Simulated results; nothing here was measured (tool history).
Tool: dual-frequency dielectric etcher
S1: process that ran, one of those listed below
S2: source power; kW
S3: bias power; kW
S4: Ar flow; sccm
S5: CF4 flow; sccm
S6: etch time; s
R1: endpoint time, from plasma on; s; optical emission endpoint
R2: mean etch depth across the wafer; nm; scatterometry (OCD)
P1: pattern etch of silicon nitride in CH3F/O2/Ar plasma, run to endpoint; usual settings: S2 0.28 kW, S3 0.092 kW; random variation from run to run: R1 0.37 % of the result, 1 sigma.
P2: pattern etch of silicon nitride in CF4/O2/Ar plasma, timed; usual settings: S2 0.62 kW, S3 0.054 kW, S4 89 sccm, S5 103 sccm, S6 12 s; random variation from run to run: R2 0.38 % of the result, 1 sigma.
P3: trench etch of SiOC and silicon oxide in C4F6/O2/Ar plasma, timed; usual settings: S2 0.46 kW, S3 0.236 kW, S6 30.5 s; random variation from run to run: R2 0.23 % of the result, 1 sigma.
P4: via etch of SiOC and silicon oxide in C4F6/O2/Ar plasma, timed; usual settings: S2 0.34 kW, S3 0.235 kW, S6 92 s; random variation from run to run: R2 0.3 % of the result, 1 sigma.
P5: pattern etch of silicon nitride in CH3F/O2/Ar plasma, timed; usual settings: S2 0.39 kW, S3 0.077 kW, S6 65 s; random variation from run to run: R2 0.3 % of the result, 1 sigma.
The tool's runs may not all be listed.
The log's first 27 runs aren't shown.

{"run": 28, "hour": 265.0, "S1": "P3", "S2": 0.46, "S3": 0.236, "S6": 30.5, "R2": 69.769}
{"hour": 267.4, "done": "wet clean of the chamber"}
{"run": 29, "hour": 276.8, "S1": "P1", "S2": 0.28, "S3": 0.092, "R1": 56.246}
{"run": 30, "hour": 287.6, "S1": "P4", "S2": 0.34, "S3": 0.235, "S6": 92, "R2": 106.5}
{"run": 31, "hour": 298.1, "S1": "P4", "S2": 0.34, "S3": 0.235, "S6": 116.5, "R2": 134.95}
{"run": 32, "hour": 307.0, "S1": "P3", "S2": 0.46, "S3": 0.333, "S6": 30.5, "R2": 78.863}
{"run": 33, "hour": 312.6, "S1": "P1", "S2": 0.28, "S3": 0.092, "R1": 55.867}
{"run": 34, "hour": 322.7, "S1": "P1", "S2": 0.35, "S3": 0.092, "R1": 51.464}
{"run": 35, "hour": 333.9, "S1": "P1", "S2": 0.28, "S3": 0.092, "R1": 56.174}
{"run": 36, "hour": 343.8, "S1": "P1", "S2": 0.28, "S3": 0.092, "R1": 56.476}
{"run": 37, "hour": 352.6, "S1": "P1", "S2": 0.28, "S3": 0.092, "R1": 57.075}
{"run": 38, "hour": 360.9, "S1": "P1", "S2": 0.28, "S3": 0.092, "R1": 56.796}
{"run": 39, "hour": 366.5, "S1": "P1", "S2": 0.28, "S3": 0.092, "R1": 57.119}

The next listed run, before its measurement:
{"run": 40, "hour": 372.9, "S1": "P1", "S2": 0.28, "S3": 0.092, "R1": "?"}

R1: 57.077 s
